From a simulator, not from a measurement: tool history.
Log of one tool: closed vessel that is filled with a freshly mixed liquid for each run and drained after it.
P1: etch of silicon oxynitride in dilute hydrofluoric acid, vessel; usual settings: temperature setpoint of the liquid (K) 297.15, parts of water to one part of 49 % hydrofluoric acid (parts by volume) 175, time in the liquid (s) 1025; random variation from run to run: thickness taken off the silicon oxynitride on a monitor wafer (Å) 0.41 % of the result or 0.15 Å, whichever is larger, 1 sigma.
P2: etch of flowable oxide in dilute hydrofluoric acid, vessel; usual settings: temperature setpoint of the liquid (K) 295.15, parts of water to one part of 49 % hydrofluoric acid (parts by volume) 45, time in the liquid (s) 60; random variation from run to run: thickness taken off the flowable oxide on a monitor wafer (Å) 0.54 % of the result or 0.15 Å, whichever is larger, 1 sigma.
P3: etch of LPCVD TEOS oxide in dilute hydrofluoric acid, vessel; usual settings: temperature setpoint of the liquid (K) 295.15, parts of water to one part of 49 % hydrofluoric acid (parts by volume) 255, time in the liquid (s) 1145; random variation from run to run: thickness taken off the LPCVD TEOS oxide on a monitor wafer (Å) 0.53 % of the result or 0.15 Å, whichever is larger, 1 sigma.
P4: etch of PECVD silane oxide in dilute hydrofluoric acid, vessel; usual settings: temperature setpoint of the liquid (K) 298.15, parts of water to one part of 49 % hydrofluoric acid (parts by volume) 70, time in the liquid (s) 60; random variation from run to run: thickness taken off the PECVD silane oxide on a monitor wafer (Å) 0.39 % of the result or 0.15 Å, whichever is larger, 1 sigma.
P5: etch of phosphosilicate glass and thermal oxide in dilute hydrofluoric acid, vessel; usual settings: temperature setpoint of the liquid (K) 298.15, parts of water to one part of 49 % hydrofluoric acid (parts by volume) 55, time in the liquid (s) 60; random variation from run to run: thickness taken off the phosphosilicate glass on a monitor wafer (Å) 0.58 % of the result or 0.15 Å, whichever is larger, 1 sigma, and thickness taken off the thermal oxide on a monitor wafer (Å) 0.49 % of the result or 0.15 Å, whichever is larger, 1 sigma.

| run | hour | process that ran | temperature setpoint of the liquid (K) | parts of water to one part of 49 % hydrofluoric acid (parts by volume) | time in the liquid (s) | thickness taken off the silicon oxynitride on a monitor wafer (Å) | thickness taken off the flowable oxide on a monitor wafer (Å) | thickness taken off the phosphosilicate glass on a monitor wafer (Å) | thickness taken off the thermal oxide on a monitor wafer (Å) | thickness taken off the LPCVD TEOS oxide on a monitor wafer (Å) | thickness taken off the PECVD silane oxide on a monitor wafer (Å) |
|---|---|---|---|---|---|---|---|---|---|---|---|
| 1 | 3.7 | P1 | 297.15 | 175 | 1025 | 124.73 |  |  |  |  |  |
| 2 | 7.6 | P2 | 295.15 | 45 | 60 |  | 391.73 |  |  |  |  |
| 3 | 14.8 | P5 | 304.15 | 55 | 60 |  |  | 1542.6 | 73.027 |  |  |
| 4 | 19.7 | P1 | 297.15 | 175 | 1025 | 125.66 |  |  |  |  |  |
| 5 | 26.6 | P1 | 290.15 | 175 | 575 | 49.984 |  |  |  |  |  |
| 6 | 30.6 | P1 | 297.15 | 175 | 1025 | 126.16 |  |  |  |  |  |
| 7 | 36.7 | P1 | 297.15 | 175 | 1025 | 125.25 |  |  |  |  |  |
| 8 | 40.7 | P2 | 295.15 | 45 | 105 |  | 685.23 |  |  |  |  |
|  | 42.7 | hydrofluoric acid flow meter replaced |
| 9 | 44.8 | P5 | 298.15 | 55 | 60 |  |  | 1222.2 | 57.753 |  |  |
| 10 | 48.3 | P3 | 295.15 | 255 | 30 |  |  |  |  | 15.292 |  |
| 11 | 52 | P3 | 295.15 | 370 | 1145 |  |  |  |  | 358.11 |  |
| 12 | 57.1 | P3 | 290.15 | 255 | 1145 |  |  |  |  | 480.68 |  |
| 13 | 63.8 | P1 | 297.15 | 175 | 1025 | 125.43 |  |  |  |  |  |
| 14 | 67.4 | P1 | 297.15 | 175 | 1025 | 125.5 |  |  |  |  |  |
| 15 | 72.8 | P1 | 297.15 | 85 | 1025 | 276.62 |  |  |  |  |  |
| 16 | 79.8 | P2 | 295.15 | 60 | 60 |  | 288.49 |  |  |  |  |
| 17 | 83.5 | P2 | 290.15 | 45 | 60 |  | 311.74 |  |  |  |  |
| 18 | 87 | P1 | 303.15 | 175 | 1025 | 163.42 |  |  |  |  |  |
| 19 | 94.3 | P5 | 298.15 | 55 | 60 |  |  | 1209.6 | 57.099 |  |  |
| 20 | 101.3 | P4 | 298.15 | 40 | 60 |  |  |  |  |  | 536.59 |
| 21 | 107.8 | P5 | 298.15 | 55 | 110 |  |  | 2227.2 | 105.87 |  |  |
| 22 | 112 | P1 | 297.15 | 175 | 1865 | 228.24 |  |  |  |  |  |
| 23 | 116 | P4 | 290.65 | 70 | 60 |  |  |  |  |  | 214.22 |
| 24 | 120.1 | P5 | 298.15 | 20 | 60 |  |  | 3532.1 | 166.63 |  |  |
| 25 | 125.2 | P1 | 291.15 | 175 | 1025 | 94.755 |  |  |  |  |  |
| 26 | 128.9 | P3 | 295.15 | 255 | 1145 |  |  |  |  | 569.29 |  |
| 27 | 133.2 | P4 | 298.15 | 70 | 60 |  |  |  |  |  | 293.63 |
| 28 | 137.9 | P1 | 297.15 | 250 | 1025 | 83.034 |  |  |  |  |  |
| 29 | 141.1 | P4 | 298.15 | 70 | 90 |  |  |  |  |  | 437.04 |
| 30 | 144.8 | P1 | 297.15 | 175 | 560 | 68.367 |  |  |  |  |  |
| 31 | 148.3 | P1 | 297.15 | 175 | 1025 | 125.04 |  |  |  |  |  |
| 32 | 154.9 | P1 | 297.15 | 175 | 1025 | 129.62 |  |  |  |  |  |
| 33 | 158.2 | P1 | 297.15 | 175 | 1025 | 130.78 |  |  |  |  |  |
| 34 | 165.6 | P1 | 297.15 | 175 | 1025 | 133.62 |  |  |  |  |  |
| 35 | 172.8 | P1 | 297.15 | 175 | 1025 | 134.68 |  |  |  |  |  |
| 36 | 178.7 | P1 | 297.15 | 175 | 1025 | 136.41 |  |  |  |  |  |
| 37 | 184.8 | P1 | 297.15 | 175 | 1025 | 135.63 |  |  |  |  |  |
| 38 | 188.2 | P1 | 297.15 | 175 | 1025 | 135.39 |  |  |  |  |  |

What P1 gives has crept away from where it was. These 2 causes fit the log equally well, each at the size given:
A: hydrofluoric acid flow above the setpoint (%) = 7.51
B: liquid hotter than its thermometer reads (K) = 1.83
The creep began at about hour 148.3.

4 check runs are offered, each on 2 wafers whose results are averaged, their results left as question marks. Which one tells the causes apart?
| check 1 | 191.6 | P4 | 292.65 | 70 | 60 |  |  |  |  |  | ? |
| check 2 | 191.6 | P5 | 298.15 | 20 | 80 |  |  | ? | ? |  |  |
| check 3 | 191.6 | P2 | 290.15 | 45 | 60 |  | ? |  |  |  |  |
| check 4 | 191.6 | P3 | 295.15 | 335 | 290 |  |  |  |  | ? |  |

What each check would give under each cause:
| check | result | if A | if B |
|---|---|---|---|
| check 1 | thickness taken off the PECVD silane oxide on a monitor wafer (Å) | 251.53 | 251.11 |
| check 2 | thickness taken off the phosphosilicate glass on a monitor wafer (Å) | 5019.4 | 5027.7 |
| check 2 | thickness taken off the thermal oxide on a monitor wafer (Å) | 237.99 | 238.39 |
| check 3 | thickness taken off the flowable oxide on a monitor wafer (Å) | 340.08 | 341.24 |
| check 4 | thickness taken off the LPCVD TEOS oxide on a monitor wafer (Å) | 113.15 | 109.74 |
How far apart the two closest causes lie, in the result that separates them most: check 1 0.17 %; check 2 0.17 %; check 3 0.34 %; check 4 3.06 %
Only check 4 tells the causes apart: in the others they would give nearly the same result.

Check 4 was then run and gave: thickness taken off the LPCVD TEOS oxide on a monitor wafer (Å) 113.16. Which cause is it?

It is A: hydrofluoric acid flow above the setpoint (%).
